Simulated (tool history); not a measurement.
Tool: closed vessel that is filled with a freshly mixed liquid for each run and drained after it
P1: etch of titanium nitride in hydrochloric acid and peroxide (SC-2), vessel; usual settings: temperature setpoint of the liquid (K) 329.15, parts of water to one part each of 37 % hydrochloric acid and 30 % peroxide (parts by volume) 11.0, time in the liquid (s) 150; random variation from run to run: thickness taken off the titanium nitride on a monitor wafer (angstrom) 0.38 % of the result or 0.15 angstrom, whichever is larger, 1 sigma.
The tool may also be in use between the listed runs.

run	hour	temperature setpoint of the liquid (K)	parts of water to one part each of 37 % hydrochloric acid and 30 % peroxide (parts by volume)	time in the liquid (s)	hours since the thermometer was replaced	hours since the chemicals flow meter was replaced	hours since the drum of peroxide was connected	thickness taken off the titanium nitride on a monitor wafer (angstrom)
1	11.7	329.15	11.0	150	2095.1	343.7	115.8	58.948
2	22.3	329.15	11.0	150	2105.7	354.3	126.4	60.188
3	34.9	329.15	11.0	150	2118.3	366.9	139.0	59.465
4	46.6	329.15	11.0	150	2130.0	378.6	150.7	59.925
5	61.1	314.15	11.0	150	2144.5	393.1	165.2	21.785
6	76.6	316.65	6.5	150	2160.0	408.6	180.7	39.634
7	88.0	314.15	19.5	150	2171.4	420.0	192.1	13.427
8	107.2	329.15	11.0	80	2190.6	439.2	211.3	31.712
9	121.6	338.65	11.0	150	2205.0	453.6	225.7	108.050
10	137.9	329.15	11.0	150	2221.3	469.9	242.0	59.459
11	152.9	329.15	11.0	290	2236.3	484.9	257.0	115.280
12	166.0	329.15	11.0	150	2249.4	498.0	270.1	59.499
13	179.5	329.15	19.5	150	2262.9	511.5	283.6	36.069
14	197.6	329.15	11.0	150	2281.0	529.6	301.7	59.621
15	206.7	329.15	4.0	150	2290.1	538.7	310.8	128.000
16	220.8	329.15	11.0	150	2304.2	552.8	324.9	59.751
17	230.9	329.15	11.0	150	2314.3	562.9	335.0	60.403
18	249.3	329.15	11.0	150	2332.7	581.3	353.4	62.334
19	259.3	329.15	11.0	150	2342.7	591.3	363.4	63.702
20	277.7	329.15	11.0	150	2361.1	609.7	381.8	63.840
21	287.8	329.15	11.0	150	2371.2	619.8	391.9	63.935
22	299.8	329.15	11.0	150	2383.2	631.8	403.9	64.536
23	308.8	329.15	11.0	150	2392.2	640.8	412.9	64.407
24	326.9	329.15	11.0	150	2410.3	658.9	431.0	64.694
25	339.1	329.15	11.0	150	2422.5	671.1	443.2	64.502
26	354.9	329.15	11.0	150	2438.3	686.9	459.0	64.237

What P1 gives has crept away from where it was. These 2 causes fit the log equally well, each at the size given:
A: chemicals flow above the setpoint (%) = 9.94
B: liquid hotter than its thermometer reads (K) = 1.25
The creep began at about hour 220.8.
Why every other cause is out:
peroxide weaker than its label (%): at most 8, which would move thickness taken off the titanium nitride on a monitor wafer (angstrom) by -7.4 %: too little, or the wrong way

4 check runs are offered, each on 3 wafers whose results are averaged, their results left as question marks. Which one tells the causes apart?
check 1	370.7	319.15	4.5	150				?
check 2	370.7	322.65	11.0	100				?
check 3	370.7	329.15	14.0	255				?
check 4	370.7	321.15	11.0	285				?

What each check would give under each cause:
check	result	if A	if B
check 1	thickness taken off the titanium nitride on a monitor wafer (angstrom)	65.539	66.893
check 2	thickness taken off the titanium nitride on a monitor wafer (angstrom)	28.097	28.200
check 3	thickness taken off the titanium nitride on a monitor wafer (angstrom)	89.395	89.180
check 4	thickness taken off the titanium nitride on a monitor wafer (angstrom)	72.398	72.719
How far apart the two closest causes lie, in the result that separates them most: check 1 2.05 %; check 2 0.37 %; check 3 0.24 %; check 4 0.44 %
Only check 1 tells the causes apart: in the others they would give nearly the same result.

Check 1 was then run and gave: thickness taken off the titanium nitride on a monitor wafer (angstrom) 66.549. Which cause is it?

It is B: liquid hotter than its thermometer reads (K).

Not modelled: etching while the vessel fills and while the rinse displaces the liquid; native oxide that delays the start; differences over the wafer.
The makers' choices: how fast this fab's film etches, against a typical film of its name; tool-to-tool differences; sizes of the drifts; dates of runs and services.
